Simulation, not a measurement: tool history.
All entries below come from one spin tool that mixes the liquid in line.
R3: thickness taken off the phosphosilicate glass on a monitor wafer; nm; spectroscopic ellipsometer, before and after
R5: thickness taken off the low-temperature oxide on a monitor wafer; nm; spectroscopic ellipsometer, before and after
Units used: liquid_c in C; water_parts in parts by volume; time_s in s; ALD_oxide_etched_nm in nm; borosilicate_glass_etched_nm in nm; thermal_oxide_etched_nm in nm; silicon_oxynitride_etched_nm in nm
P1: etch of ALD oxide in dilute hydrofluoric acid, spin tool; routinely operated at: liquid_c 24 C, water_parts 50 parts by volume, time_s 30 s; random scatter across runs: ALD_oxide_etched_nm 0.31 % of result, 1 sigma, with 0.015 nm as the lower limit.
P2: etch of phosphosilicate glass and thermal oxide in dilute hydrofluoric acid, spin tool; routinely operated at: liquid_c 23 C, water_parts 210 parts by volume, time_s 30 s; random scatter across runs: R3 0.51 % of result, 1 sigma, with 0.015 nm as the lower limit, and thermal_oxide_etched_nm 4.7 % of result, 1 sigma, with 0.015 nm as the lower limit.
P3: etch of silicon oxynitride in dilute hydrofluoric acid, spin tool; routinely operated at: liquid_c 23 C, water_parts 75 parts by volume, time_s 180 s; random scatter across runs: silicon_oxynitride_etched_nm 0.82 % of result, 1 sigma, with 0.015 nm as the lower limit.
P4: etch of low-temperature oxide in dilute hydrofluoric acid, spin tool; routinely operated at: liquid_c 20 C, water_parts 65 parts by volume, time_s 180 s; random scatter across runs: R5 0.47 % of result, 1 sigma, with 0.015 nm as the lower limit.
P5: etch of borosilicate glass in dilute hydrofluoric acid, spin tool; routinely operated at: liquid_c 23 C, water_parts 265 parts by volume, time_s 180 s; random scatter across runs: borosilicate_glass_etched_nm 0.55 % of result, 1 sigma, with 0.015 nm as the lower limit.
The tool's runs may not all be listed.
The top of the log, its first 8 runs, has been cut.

{"run": 9, "hour": 50.3, "process": "P1", "liquid_c": 24, "water_parts": 50, "time_s": 30, "ALD_oxide_etched_nm": 12.825}
{"run": 10, "hour": 55.2, "process": "P1", "liquid_c": 24, "water_parts": 50, "time_s": 60, "ALD_oxide_etched_nm": 25.788}
{"run": 11, "hour": 59.6, "process": "P2", "liquid_c": 23, "water_parts": 210, "time_s": 15, "R3": 9.8894, "thermal_oxide_etched_nm": 0.29974}
{"run": 12, "hour": 64.7, "process": "P1", "liquid_c": 24, "water_parts": 20, "time_s": 30, "ALD_oxide_etched_nm": 33.374}
{"run": 13, "hour": 69.1, "process": "P1", "liquid_c": 24, "water_parts": 50, "time_s": 30, "ALD_oxide_etched_nm": 12.778}
{"run": 14, "hour": 73.1, "process": "P1", "liquid_c": 24, "water_parts": 80, "time_s": 30, "ALD_oxide_etched_nm": 7.7108}
{"run": 15, "hour": 77.9, "process": "P3", "liquid_c": 23, "water_parts": 75, "time_s": 180, "silicon_oxynitride_etched_nm": 3.2656}
{"run": 16, "hour": 84.5, "process": "P5", "liquid_c": 23, "water_parts": 460, "time_s": 180, "borosilicate_glass_etched_nm": 4.5287}
{"run": 17, "hour": 89.1, "process": "P2", "liquid_c": 23, "water_parts": 210, "time_s": 30, "R3": 19.945, "thermal_oxide_etched_nm": 0.53691}
{"run": 18, "hour": 92.2, "process": "P5", "liquid_c": 23, "water_parts": 265, "time_s": 180, "borosilicate_glass_etched_nm": 9.3111}
{"run": 19, "hour": 96.5, "process": "P3", "liquid_c": 23, "water_parts": 75, "time_s": 15, "silicon_oxynitride_etched_nm": 0.25908}
{"run": 20, "hour": 101.0, "process": "P1", "liquid_c": 24, "water_parts": 20, "time_s": 15, "ALD_oxide_etched_nm": 16.671}
{"run": 21, "hour": 105.7, "process": "P2", "liquid_c": 18, "water_parts": 210, "time_s": 30, "R3": 16.513, "thermal_oxide_etched_nm": 0.49075}
{"run": 22, "hour": 108.6, "process": "P1", "liquid_c": 17, "water_parts": 50, "time_s": 30, "ALD_oxide_etched_nm": 9.5382}
{"run": 23, "hour": 114.9, "process": "P1", "liquid_c": 24, "water_parts": 50, "time_s": 30, "ALD_oxide_etched_nm": 12.819}
{"run": 24, "hour": 120.9, "process": "P4", "liquid_c": 20, "water_parts": 105, "time_s": 180, "R5": 15.95}
{"run": 25, "hour": 124.9, "process": "P4", "liquid_c": 24, "water_parts": 65, "time_s": 180, "R5": 31.875}
{"run": 26, "hour": 128.2, "process": "P4", "liquid_c": 20, "water_parts": 65, "time_s": 180, "R5": 26.952}
{"run": 27, "hour": 131.4, "process": "P2", "liquid_c": 23, "water_parts": 115, "time_s": 30, "R3": 40.211, "thermal_oxide_etched_nm": 1.0911}
{"run": 28, "hour": 137.3, "process": "P5", "liquid_c": 23, "water_parts": 265, "time_s": 275, "borosilicate_glass_etched_nm": 14.34}
{"run": 29, "hour": 140.4, "process": "P3", "liquid_c": 28, "water_parts": 75, "time_s": 180, "silicon_oxynitride_etched_nm": 4.1388}

Estimate the outcome of run 30 from the log above:
{"run": 30, "hour": 144.6, "process": "P1", "liquid_c": 24, "water_parts": 50, "time_s": 30, "ALD_oxide_etched_nm": "?"}

ALD_oxide_etched_nm: 12.797 nm
